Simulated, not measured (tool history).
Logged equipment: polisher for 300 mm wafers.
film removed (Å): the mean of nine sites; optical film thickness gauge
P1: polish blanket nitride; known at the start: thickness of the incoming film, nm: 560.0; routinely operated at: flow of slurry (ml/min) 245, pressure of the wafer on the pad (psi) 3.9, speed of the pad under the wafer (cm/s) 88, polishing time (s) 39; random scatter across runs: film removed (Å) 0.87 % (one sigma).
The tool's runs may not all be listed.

run   hour  flow of slurry (ml/min)  pressure of the wafer on the pad (psi)  speed of the pad under the wafer (cm/s)  polishing time (s)  wafers polished on this pad  hours since the slurry nozzle was cleaned  hours since the head pressure was calibrated  film removed (Å)
  1    9.6                      245                                     3.9                                       88                  39                          466                                      139.3                                         439.6            679.23
  2   21.1                      245                                     3.9                                       88                  39                          631                                      150.8                                         451.1            692.24
      27.7  -- slurry nozzle cleaned
  3   27.7                      245                                     5.4                                       88                  39                          726                                        0.1                                         457.7            949.45
  4     34                      245                                     3.9                                       88                  39                          816                                        6.4                                           464            687.89
  5     46                      245                                     3.9                                       88                  39                          988                                       18.4                                           476            694.09
  6   52.8                      245                                     3.9                                      120                  39                         1085                                       25.2                                         482.8            874.58
  7   61.2                      245                                     3.9                                       88                  39                         1205                                       33.6                                         491.2            690.97
  8   72.5                      245                                     3.9                                       88                  53                         1367                                       44.9                                         502.5            933.33
  9   81.1                      145                                     3.9                                       88                  39                         1490                                       53.5                                         511.1            633.43
      81.6  -- head pressure recalibrated
 10   86.8                      245                                     3.9                                       88                  39                         1572                                       59.2                                           5.3            689.89
 11   98.4                      245                                     3.9                                       88                  39                         1738                                       70.8                                          16.9            684.18
 12  106.2                      245                                     3.9                                       54                  39                         1850                                       78.6                                          24.7            471.69

What does the tool deliver on the next run?
 13  116.5                      245                                     2.3                                      132                  39                         1997                                       88.9                                            35                 ?

{"run 13": {"film removed (Å)": 568.66}}
